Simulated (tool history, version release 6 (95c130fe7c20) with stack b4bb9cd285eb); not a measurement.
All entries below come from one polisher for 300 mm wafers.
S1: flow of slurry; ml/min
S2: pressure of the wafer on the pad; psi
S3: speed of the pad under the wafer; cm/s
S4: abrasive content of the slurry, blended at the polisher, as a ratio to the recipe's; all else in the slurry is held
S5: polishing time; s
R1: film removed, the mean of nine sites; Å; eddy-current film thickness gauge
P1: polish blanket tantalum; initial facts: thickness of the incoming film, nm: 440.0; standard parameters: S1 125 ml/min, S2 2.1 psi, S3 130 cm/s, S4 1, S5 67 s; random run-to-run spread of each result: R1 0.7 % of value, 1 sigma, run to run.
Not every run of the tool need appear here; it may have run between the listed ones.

run   hour   S1   S2   S3    S4   S5      R1
  1   15.6  125  2.1  130     1   67  1729.4
  2   30.6  125  2.1  130     1   67  1696.7
  3   47.6  125  2.1   60     1   67  795.54
  4   64.8  125  2.1  130     1   67  1747.4
      76.9  -- slurry nozzle cleaned
  5   81.5  125  2.1  130  1.25   67  1827.4
  6   95.7  125  2.1  130     1   31  794.09
  7  112.6  125  2.1  130     1  102  2622.6
  8  128.4   85  2.1  130     1   67  1590.6
  9  144.1  125  2.1  206     1   67  2739.5
     148.1  -- head pressure recalibrated
 10  157.4  125  2.1  130     1   67  1717.2
 11  174.6  170  2.1  130     1   67  1804.7
 12  190.3  125  1.2  130     1   67  980.08
 13    200  125  2.1  130     1   67  1739.7
 14  214.6  125  2.1  130     1   67  1733.1
 15  230.3  125  2.9  130     1   67  2373.2
 16  241.4  125  1.6  130  1.25   67  1375.7

What will run 17 give?
 17  257.1  125  2.1  130  0.6  67   ?

Run 17 gave R1 1457.7 Å.

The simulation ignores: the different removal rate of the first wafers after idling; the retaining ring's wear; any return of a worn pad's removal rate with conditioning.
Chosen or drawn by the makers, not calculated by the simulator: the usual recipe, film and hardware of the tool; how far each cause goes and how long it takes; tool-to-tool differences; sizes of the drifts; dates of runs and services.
